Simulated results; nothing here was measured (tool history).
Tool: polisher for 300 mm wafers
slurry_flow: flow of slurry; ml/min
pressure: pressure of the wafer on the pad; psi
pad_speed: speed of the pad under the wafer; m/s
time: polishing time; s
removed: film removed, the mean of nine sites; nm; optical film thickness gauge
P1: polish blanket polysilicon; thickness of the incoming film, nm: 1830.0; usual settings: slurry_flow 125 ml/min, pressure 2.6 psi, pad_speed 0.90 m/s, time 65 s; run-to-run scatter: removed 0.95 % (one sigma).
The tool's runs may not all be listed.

| run | day | slurry_flow | pressure | pad_speed | time | wafers polished on this pad | hours since the slurry nozzle was cleaned | hours since the head pressure was calibrated | removed |
|---|---|---|---|---|---|---|---|---|---|
| 1 | 0.200 | 125 | 2.6 | 0.90 | 65 | 542 | 128.1 | 529.2 | 372.17 |
| 2 | 0.417 | 125 | 2.6 | 0.90 | 65 | 603 | 133.3 | 534.4 | 369.79 |
| 3 | 0.738 | 125 | 2.6 | 0.90 | 34 | 693 | 141.0 | 542.1 | 194.06 |
|  | 0.767 | slurry nozzle cleaned |
| 4 | 0.912 | 125 | 1.3 | 0.90 | 65 | 742 | 3.6 | 546.3 | 187.24 |
| 5 | 1.208 | 125 | 3.6 | 0.90 | 65 | 825 | 10.7 | 553.4 | 513.31 |
| 6 | 1.379 | 125 | 2.6 | 0.90 | 65 | 872 | 14.8 | 557.5 | 371.17 |
| 7 | 1.625 | 125 | 2.6 | 0.90 | 65 | 941 | 20.7 | 563.4 | 370.98 |
| 8 | 1.954 | 125 | 2.6 | 0.90 | 65 | 1034 | 28.6 | 571.3 | 374.91 |
| 9 | 2.154 | 125 | 2.6 | 0.90 | 99 | 1090 | 33.4 | 576.1 | 571.41 |
| 10 | 2.338 | 125 | 2.6 | 0.90 | 65 | 1141 | 37.8 | 580.5 | 373.96 |
| 11 | 2.612 | 125 | 2.6 | 0.56 | 65 | 1218 | 44.4 | 587.1 | 231.33 |
| 12 | 2.838 | 75 | 2.6 | 0.90 | 65 | 1281 | 49.8 | 592.5 | 320.88 |
| 13 | 3.121 | 195 | 2.6 | 0.90 | 65 | 1361 | 56.6 | 599.3 | 396.94 |
| 14 | 3.371 | 125 | 3.6 | 0.90 | 44 | 1431 | 62.6 | 605.3 | 347.26 |
| 15 | 3.554 | 125 | 2.6 | 1.22 | 65 | 1482 | 67.0 | 609.7 | 506.27 |
| 16 | 3.771 | 125 | 2.6 | 0.90 | 65 | 1543 | 72.2 | 614.9 | 369.19 |
| 17 | 4.092 | 125 | 2.6 | 0.90 | 65 | 1633 | 79.9 | 622.6 | 358.87 |
| 18 | 4.417 | 125 | 2.6 | 0.90 | 65 | 1724 | 87.7 | 630.4 | 351.28 |
| 19 | 4.746 | 125 | 2.6 | 0.90 | 65 | 1816 | 95.6 | 638.3 | 340.98 |
| 20 | 5.004 | 125 | 2.6 | 0.90 | 65 | 1888 | 101.8 | 644.5 | 342.36 |
| 21 | 5.192 | 125 | 2.6 | 0.90 | 65 | 1941 | 106.3 | 649.0 | 331.18 |
|  | 5.262 | head pressure recalibrated |
| 22 | 5.421 | 125 | 2.6 | 0.90 | 65 | 2005 | 111.8 | 3.8 | 331.77 |
| 23 | 5.688 | 125 | 2.6 | 0.90 | 65 | 2080 | 118.2 | 10.2 | 334.01 |
| 24 | 5.925 | 125 | 2.6 | 0.90 | 65 | 2146 | 123.9 | 15.9 | 328.28 |
| 25 | 6.183 | 125 | 2.6 | 0.90 | 65 | 2219 | 130.1 | 22.1 | 328.01 |
| 26 | 6.408 | 125 | 2.6 | 0.90 | 65 | 2282 | 135.5 | 27.5 | 330.10 |
| 27 | 6.608 | 125 | 2.6 | 0.90 | 65 | 2338 | 140.3 | 32.3 | 328.36 |

What P1 gives has crept away from where it was. These 2 causes fit the log equally well, each at the size given:
A: removal rate lost through wear of the pad, % = 11.3
B: slurry flow missing at the pad, % = 37.6
The creep began at about day 3.771.
Why every other cause is out:
head's pressure below its setpoint, %: serviced at day 5.262, which brought nothing back

4 check runs are offered, each on 2 wafers whose results are averaged, their results left as question marks. Which one tells the causes apart?
| check 1 | 6.808 | 75 | 3.5 | 0.90 | 65 |  |  |  | ? |
| check 2 | 6.808 | 125 | 2.6 | 1.18 | 65 |  |  |  | ? |
| check 3 | 6.808 | 125 | 2.6 | 0.90 | 34 |  |  |  | ? |
| check 4 | 6.808 | 125 | 3.1 | 0.90 | 65 |  |  |  | ? |

What each check would give under each cause:
| check | result | if A | if B |
|---|---|---|---|
| check 1 | removed | 387.84 | 363.52 |
| check 2 | removed | 431.32 | 431.18 |
| check 3 | removed | 172.08 | 172.02 |
| check 4 | removed | 392.24 | 392.11 |
How far apart the two closest causes lie, in the result that separates them most: check 1 6.48 %; check 2 0.03 %; check 3 0.03 %; check 4 0.03 %
Only check 1 tells the causes apart: in the others they would give nearly the same result.

Check 1 was then run and gave: removed 363.54 nm. Which cause is it?

It is B: slurry flow missing at the pad, %.

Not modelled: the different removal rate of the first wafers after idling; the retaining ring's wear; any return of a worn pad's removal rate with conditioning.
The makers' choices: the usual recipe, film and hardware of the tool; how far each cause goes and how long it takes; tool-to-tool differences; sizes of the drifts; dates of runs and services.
